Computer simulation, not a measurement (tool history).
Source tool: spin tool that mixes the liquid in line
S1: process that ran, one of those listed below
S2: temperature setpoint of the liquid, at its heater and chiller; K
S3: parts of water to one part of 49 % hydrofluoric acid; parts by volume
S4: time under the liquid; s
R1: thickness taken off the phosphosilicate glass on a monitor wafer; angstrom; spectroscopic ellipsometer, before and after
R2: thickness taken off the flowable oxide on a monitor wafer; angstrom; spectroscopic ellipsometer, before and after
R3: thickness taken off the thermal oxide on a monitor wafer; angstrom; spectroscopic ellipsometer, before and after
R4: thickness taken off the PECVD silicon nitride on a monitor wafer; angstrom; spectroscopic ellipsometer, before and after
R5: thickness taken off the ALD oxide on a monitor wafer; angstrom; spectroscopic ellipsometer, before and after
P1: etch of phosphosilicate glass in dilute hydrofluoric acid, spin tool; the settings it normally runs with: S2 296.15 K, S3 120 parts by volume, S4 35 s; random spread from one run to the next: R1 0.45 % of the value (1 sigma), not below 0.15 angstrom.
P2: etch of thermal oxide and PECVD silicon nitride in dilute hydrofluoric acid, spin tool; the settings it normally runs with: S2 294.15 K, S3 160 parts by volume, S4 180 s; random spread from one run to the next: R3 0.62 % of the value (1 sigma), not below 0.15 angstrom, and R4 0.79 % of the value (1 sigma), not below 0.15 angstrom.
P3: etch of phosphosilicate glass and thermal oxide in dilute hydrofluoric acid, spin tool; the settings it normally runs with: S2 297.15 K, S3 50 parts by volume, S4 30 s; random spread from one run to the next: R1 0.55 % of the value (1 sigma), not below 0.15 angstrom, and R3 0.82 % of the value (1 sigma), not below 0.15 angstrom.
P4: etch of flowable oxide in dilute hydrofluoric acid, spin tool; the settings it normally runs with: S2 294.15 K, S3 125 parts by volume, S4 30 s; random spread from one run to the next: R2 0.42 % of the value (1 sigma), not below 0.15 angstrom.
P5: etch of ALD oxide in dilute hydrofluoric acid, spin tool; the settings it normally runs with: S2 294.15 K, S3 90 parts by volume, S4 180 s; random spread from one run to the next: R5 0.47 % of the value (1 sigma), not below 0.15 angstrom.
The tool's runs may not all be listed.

run   hour  S1      S2   S3   S4       R1      R2      R3      R4      R5
  1   12.5  P1  296.15  120   35   513.35
  2   21.4  P1  296.15  120   35   516.87
  3   32.7  P1  296.15  120   35   513.58
  4   48.6  P4  294.15  220   30           32.592
  5   58.9  P1  296.15  120   65   961.13
      63.2  -- thermometer replaced
  6   68.8  P1  296.15   40   35  1711.20
  7   86.0  P2  290.15  160  180                   37.042  20.159
  8  101.7  P4  294.15  125   30           62.558
  9  112.7  P1  296.15  205   35   274.30
 10  124.6  P1  291.15  120   35   421.84
 11  138.5  P5  294.15   90  180                                   246.00
 12  152.4  P5  294.15   30  180                                   796.89
 13  160.4  P5  294.15   90  355                                   483.28
 14  168.2  P4  290.15  125   30           54.112
 15  178.7  P1  296.15  120   35   512.18
 16  193.4  P2  294.15  160  180                   43.338  26.242
 17  202.8  P1  296.15  120   35   512.27
 18  215.0  P1  296.15  120   15   220.41
 19  230.5  P3  297.15   50   30  1048.90          29.870
 20  240.4  P2  294.15  160  285                   69.479  41.910
 21  251.6  P1  303.15  170   35   444.06
 22  260.8  P3  297.15   20   30  2743.60          77.463
 23  274.2  P1  290.15   50   35  1046.50
 24  286.8  P3  292.65   50   30   867.93          24.644
 25  294.4  P4  294.15  125   15           31.446
 26  308.9  P5  290.15   90  180                                   206.92
 27  325.8  P1  296.15  120   35   512.22
 28  337.9  P4  294.15  125   30           62.906
 29  352.1  P1  300.65  120   35   610.57
 30  364.8  P3  297.15   50   55  1930.40          54.195
 31  380.6  P2  294.15  290  180                   21.336  15.211
 32  390.0  P1  302.15  120   15   276.47

Run 33 comes next. What will it give?
 33  400.4  P1  296.15  120  35   ?

Run 33 produced R1 513.70 angstrom.
